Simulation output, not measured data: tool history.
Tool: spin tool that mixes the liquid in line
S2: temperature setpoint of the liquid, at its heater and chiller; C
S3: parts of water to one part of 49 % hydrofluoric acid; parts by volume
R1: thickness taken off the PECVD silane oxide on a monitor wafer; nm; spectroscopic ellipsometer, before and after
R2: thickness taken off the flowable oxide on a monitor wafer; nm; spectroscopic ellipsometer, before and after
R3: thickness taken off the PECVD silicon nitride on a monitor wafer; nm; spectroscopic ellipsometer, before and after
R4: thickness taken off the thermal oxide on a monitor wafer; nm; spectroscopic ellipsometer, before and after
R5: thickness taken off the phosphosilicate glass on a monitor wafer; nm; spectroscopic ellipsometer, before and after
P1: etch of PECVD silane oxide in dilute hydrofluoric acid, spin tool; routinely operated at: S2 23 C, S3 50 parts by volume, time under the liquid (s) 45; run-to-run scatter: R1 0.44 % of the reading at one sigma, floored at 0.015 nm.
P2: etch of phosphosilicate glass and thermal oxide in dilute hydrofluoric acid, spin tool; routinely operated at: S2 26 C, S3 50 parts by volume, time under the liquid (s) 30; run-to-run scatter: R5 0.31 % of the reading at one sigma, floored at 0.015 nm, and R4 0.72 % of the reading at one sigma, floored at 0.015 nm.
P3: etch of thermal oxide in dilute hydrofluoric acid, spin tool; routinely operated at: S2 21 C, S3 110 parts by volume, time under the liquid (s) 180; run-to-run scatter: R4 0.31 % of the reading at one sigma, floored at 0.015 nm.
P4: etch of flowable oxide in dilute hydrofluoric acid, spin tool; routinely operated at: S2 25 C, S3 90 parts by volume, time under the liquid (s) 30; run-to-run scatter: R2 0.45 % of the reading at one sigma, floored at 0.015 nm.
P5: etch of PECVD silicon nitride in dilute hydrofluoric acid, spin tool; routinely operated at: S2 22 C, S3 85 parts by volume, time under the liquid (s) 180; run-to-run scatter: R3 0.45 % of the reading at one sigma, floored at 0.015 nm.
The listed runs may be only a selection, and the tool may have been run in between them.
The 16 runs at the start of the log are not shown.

{"run": 17, "hour": 194.1, "process that ran": "P3", "S2": 21, "S3": 190, "time under the liquid (s)": 180, "R4": 3.6138}
{"run": 18, "hour": 204.5, "process that ran": "P2", "S2": 26, "S3": 50, "time under the liquid (s)": 30, "R4": 3.2076, "R5": 97.115}
{"run": 19, "hour": 214.6, "process that ran": "P1", "S2": 23, "S3": 50, "time under the liquid (s)": 45, "R1": 46.275}
{"run": 20, "hour": 229.9, "process that ran": "P2", "S2": 26, "S3": 50, "time under the liquid (s)": 30, "R4": 3.1529, "R5": 96.742}
{"run": 21, "hour": 239.6, "process that ran": "P1", "S2": 23, "S3": 50, "time under the liquid (s)": 45, "R1": 46.057}
{"run": 22, "hour": 248.0, "process that ran": "P1", "S2": 23, "S3": 80, "time under the liquid (s)": 45, "R1": 27.565}
{"run": 23, "hour": 260.5, "process that ran": "P1", "S2": 23, "S3": 50, "time under the liquid (s)": 45, "R1": 46.203}
{"run": 24, "hour": 277.4, "process that ran": "P1", "S2": 23, "S3": 20, "time under the liquid (s)": 45, "R1": 119}
{"run": 25, "hour": 288.6, "process that ran": "P3", "S2": 21, "S3": 110, "time under the liquid (s)": 15, "R4": 0.5592}
{"run": 26, "hour": 303.6, "process that ran": "P2", "S2": 17.5, "S3": 50, "time under the liquid (s)": 30, "R4": 2.2667, "R5": 67.981}
{"run": 27, "hour": 317.0, "process that ran": "P1", "S2": 23, "S3": 50, "time under the liquid (s)": 45, "R1": 45.956}
{"run": 28, "hour": 333.7, "process that ran": "P3", "S2": 21, "S3": 110, "time under the liquid (s)": 180, "R4": 6.7993}
{"run": 29, "hour": 345.4, "process that ran": "P5", "S2": 22, "S3": 145, "time under the liquid (s)": 180, "R3": 6.0945}
{"run": 30, "hour": 355.0, "process that ran": "P2", "S2": 26, "S3": 50, "time under the liquid (s)": 50, "R4": 5.2514, "R5": 163.44}
{"run": 31, "hour": 365.0, "process that ran": "P4", "S2": 25, "S3": 90, "time under the liquid (s)": 30, "R2": 13.557}
{"run": 32, "hour": 378.3, "process that ran": "P1", "S2": 23, "S3": 50, "time under the liquid (s)": 45, "R1": 46.318}

Run 33 comes next. What will it give?
{"run": 33, "hour": 388.5, "process that ran": "P1", "S2": 23, "S3": 50, "time under the liquid (s)": 45, "R1": "?"}

{"run 33": {"R1": 47.94}}
